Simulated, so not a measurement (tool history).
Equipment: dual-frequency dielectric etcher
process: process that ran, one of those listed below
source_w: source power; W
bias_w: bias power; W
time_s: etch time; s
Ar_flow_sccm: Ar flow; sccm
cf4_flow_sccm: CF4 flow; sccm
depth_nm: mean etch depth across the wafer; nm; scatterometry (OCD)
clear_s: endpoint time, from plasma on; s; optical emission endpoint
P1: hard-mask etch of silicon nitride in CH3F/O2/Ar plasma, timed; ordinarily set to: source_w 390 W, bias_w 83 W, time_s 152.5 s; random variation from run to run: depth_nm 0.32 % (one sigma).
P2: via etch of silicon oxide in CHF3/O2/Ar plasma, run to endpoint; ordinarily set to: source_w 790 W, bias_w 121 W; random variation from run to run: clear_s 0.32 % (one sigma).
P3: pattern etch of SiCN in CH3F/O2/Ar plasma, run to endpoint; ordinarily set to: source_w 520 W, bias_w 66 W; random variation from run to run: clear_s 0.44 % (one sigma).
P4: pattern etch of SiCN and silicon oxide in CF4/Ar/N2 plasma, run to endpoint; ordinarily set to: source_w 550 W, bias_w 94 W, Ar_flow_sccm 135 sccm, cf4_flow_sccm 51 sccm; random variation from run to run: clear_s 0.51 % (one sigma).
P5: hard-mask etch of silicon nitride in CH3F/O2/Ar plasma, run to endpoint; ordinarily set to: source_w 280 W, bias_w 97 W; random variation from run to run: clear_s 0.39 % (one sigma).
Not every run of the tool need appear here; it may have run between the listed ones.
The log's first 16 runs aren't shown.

run	hour	process	source_w	bias_w	time_s	Ar_flow_sccm	cf4_flow_sccm	hours since the last wet clean	hours since the last source power generator calibration	hours since the last bias power generator calibration	depth_nm	clear_s
17	237.9	P1	520	83	152.5			709.6	1872.1	158.6	123.89	
18	255.2	P1	390	83	152.5			726.9	1889.4	175.9	110.72	
19	266.1	P1	280	83	152.5			737.8	1900.3	186.8	97.989	
20	282.4	P1	390	64	152.5			754.1	1916.6	203.1	101.97	
21	297.4	P1	390	83	152.5			769.1	1931.6	218.1	111.64	
22	314.1	P5	280	97				785.8	1948.3	234.8		56.392
23	330.3	P5	380	97				802	1964.5	251		50.8
24	346.2	P2	790	121				817.9	1980.4	266.9		429.01
25	363.8	P1	390	83	117			835.5	1998	284.5	85.268	
26	380.2	P4	550	94		100	51	851.9	2014.4	300.9		10.65
27	394.4	P1	390	104	152.5			866.1	2028.6	315.1	120.94	
28	409.3	P4	550	60		135	51	881	2043.5	330		13.266
29	418.5	P4	550	94		135	35	890.2	2052.7	339.2		11.962
30	434.6	P2	990	121				906.3	2068.8	355.3		387.75

For run 31, what comes out?
31	448.7	P1	280	108	152.5			920.4	2082.9	369.4	?	

depth_nm: 108.9 nm
